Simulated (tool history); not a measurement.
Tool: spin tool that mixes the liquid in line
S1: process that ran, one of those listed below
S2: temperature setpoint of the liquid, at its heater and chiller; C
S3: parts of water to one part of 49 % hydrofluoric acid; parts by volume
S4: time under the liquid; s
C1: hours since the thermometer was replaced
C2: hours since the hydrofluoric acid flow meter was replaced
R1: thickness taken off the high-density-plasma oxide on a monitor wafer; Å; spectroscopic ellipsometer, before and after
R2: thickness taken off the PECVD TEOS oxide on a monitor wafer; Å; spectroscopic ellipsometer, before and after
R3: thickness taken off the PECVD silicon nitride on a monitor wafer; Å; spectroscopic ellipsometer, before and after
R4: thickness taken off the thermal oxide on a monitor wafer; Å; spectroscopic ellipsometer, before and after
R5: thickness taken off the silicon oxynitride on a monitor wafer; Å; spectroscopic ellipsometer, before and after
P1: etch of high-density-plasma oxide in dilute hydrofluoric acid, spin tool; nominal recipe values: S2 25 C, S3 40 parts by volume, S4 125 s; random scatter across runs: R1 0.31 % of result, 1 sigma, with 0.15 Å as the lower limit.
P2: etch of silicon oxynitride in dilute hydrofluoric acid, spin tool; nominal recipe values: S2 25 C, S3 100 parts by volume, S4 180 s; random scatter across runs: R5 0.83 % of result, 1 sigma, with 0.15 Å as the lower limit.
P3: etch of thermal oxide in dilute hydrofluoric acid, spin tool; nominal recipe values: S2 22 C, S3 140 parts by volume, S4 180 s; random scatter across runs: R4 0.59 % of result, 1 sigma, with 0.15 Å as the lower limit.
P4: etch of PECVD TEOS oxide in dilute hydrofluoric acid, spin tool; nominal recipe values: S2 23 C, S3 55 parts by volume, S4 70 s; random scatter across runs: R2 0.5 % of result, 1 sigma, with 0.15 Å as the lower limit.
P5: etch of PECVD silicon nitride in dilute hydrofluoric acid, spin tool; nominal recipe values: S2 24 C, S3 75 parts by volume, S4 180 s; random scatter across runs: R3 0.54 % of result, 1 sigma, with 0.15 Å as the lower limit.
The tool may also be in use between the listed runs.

Run 1, hour 7.7: S1 P1, S2 25 C, S3 40 parts by volume, S4 125 s; C1 1516; C2 452.8. Result: R1 180.62 Å.
Run 2, hour 18.6: S1 P1, S2 25 C, S3 40 parts by volume, S4 125 s; C1 1526.9; C2 463.7. Result: R1 180.26 Å.
Run 3, hour 26.9: S1 P4, S2 29.5 C, S3 55 parts by volume, S4 70 s; C1 1535.2; C2 472. Result: R2 151.08 Å.
Run 4, hour 38.7: S1 P5, S2 24 C, S3 75 parts by volume, S4 340 s; C1 1547; C2 483.8. Result: R3 111.93 Å.
Run 5, hour 48.1: S1 P1, S2 25 C, S3 40 parts by volume, S4 190 s; C1 1556.4; C2 493.2. Result: R1 272.24 Å.
Run 6, hour 56.5: S1 P1, S2 25 C, S3 40 parts by volume, S4 125 s; C1 1564.8; C2 501.6. Result: R1 180.89 Å.
Run 7, hour 68.4: S1 P5, S2 32 C, S3 75 parts by volume, S4 180 s; C1 1576.7; C2 513.5. Result: R3 98.31 Å.
Run 8, hour 75.8: S1 P5, S2 24 C, S3 75 parts by volume, S4 180 s; C1 1584.1; C2 520.9. Result: R3 59.052 Å.
Run 9, hour 89.1: S1 P1, S2 19 C, S3 40 parts by volume, S4 205 s; C1 1597.4; C2 534.2. Result: R1 229.28 Å.
Run 10, hour 95.9: S1 P3, S2 22 C, S3 140 parts by volume, S4 180 s; C1 1604.2; C2 541. Result: R4 55.231 Å.
Run 11, hour 102.8: S1 P1, S2 21 C, S3 40 parts by volume, S4 125 s; C1 1611.1; C2 547.9. Result: R1 152.67 Å.
Run 12, hour 111.2: S1 P5, S2 24 C, S3 75 parts by volume, S4 180 s; C1 1619.5; C2 556.3. Result: R3 58.922 Å.
Run 13, hour 120.4: S1 P1, S2 25 C, S3 40 parts by volume, S4 125 s; C1 1628.7; C2 565.5. Result: R1 179.1 Å.
Run 14, hour 134.6: S1 P3, S2 22 C, S3 140 parts by volume, S4 350 s; C1 1642.9; C2 579.7. Result: R4 106.83 Å.
Run 15, hour 145.4: S1 P2, S2 25 C, S3 100 parts by volume, S4 260 s; C1 1653.7; C2 590.5. Result: R5 41.132 Å.
Run 16, hour 153.2: S1 P1, S2 25 C, S3 40 parts by volume, S4 60 s; C1 1661.5; C2 598.3. Result: R1 86.14 Å.
Run 17, hour 163.9: S1 P1, S2 25 C, S3 40 parts by volume, S4 125 s; C1 1672.2; C2 609. Result: R1 179.32 Å.
Run 18, hour 172: S1 P1, S2 32 C, S3 40 parts by volume, S4 125 s; C1 1680.3; C2 617.1. Result: R1 237.87 Å.
Run 19, hour 183.2: S1 P2, S2 25 C, S3 45 parts by volume, S4 180 s; C1 1691.5; C2 628.3. Result: R5 65.785 Å.
Run 20, hour 190.5: S1 P4, S2 23 C, S3 20 parts by volume, S4 70 s; C1 1698.8; C2 635.6. Result: R2 334.4 Å.
Run 21, hour 197.7: S1 P1, S2 18.5 C, S3 20 parts by volume, S4 125 s; C1 1706; C2 642.8. Result: R1 278.88 Å.
Run 22, hour 207.5: S1 P1, S2 25 C, S3 20 parts by volume, S4 125 s; C1 1715.8; C2 652.6. Result: R1 369.95 Å.
Run 23, hour 219.6: S1 P5, S2 24 C, S3 125 parts by volume, S4 180 s; C1 1727.9; C2 664.7. Result: R3 35.322 Å.
Run 24, hour 231.1: S1 P1, S2 25 C, S3 40 parts by volume, S4 125 s; C1 1739.4; C2 676.2. Result: R1 180.69 Å.
Run 25, hour 241.1: S1 P4, S2 23 C, S3 55 parts by volume, S4 15 s; C1 1749.4; C2 686.2. Result: R2 25.218 Å.
Run 26, hour 254.9: S1 P3, S2 17 C, S3 140 parts by volume, S4 180 s; C1 1763.2; C2 700. Result: R4 45.409 Å.
Run 27, hour 262.4: S1 P2, S2 19.5 C, S3 100 parts by volume, S4 180 s; C1 1770.7; C2 707.5. Result: R5 22.081 Å.
Run 28, hour 273.3: S1 P2, S2 25 C, S3 100 parts by volume, S4 180 s; C1 1781.6; C2 718.4. Result: R5 27.877 Å.
Run 29, hour 285.7: S1 P3, S2 22 C, S3 35 parts by volume, S4 180 s; C1 1794; C2 730.8. Result: R4 250.41 Å.

Run 30 comes next. What will it give?
Run 30, hour 299.8: S1 P1, S2 29 C, S3 20 parts by volume, S4 125 s; C1 1808.1; C2 744.9. Result: R1 ?.

Run 30 yielded R1 437.7 Å.
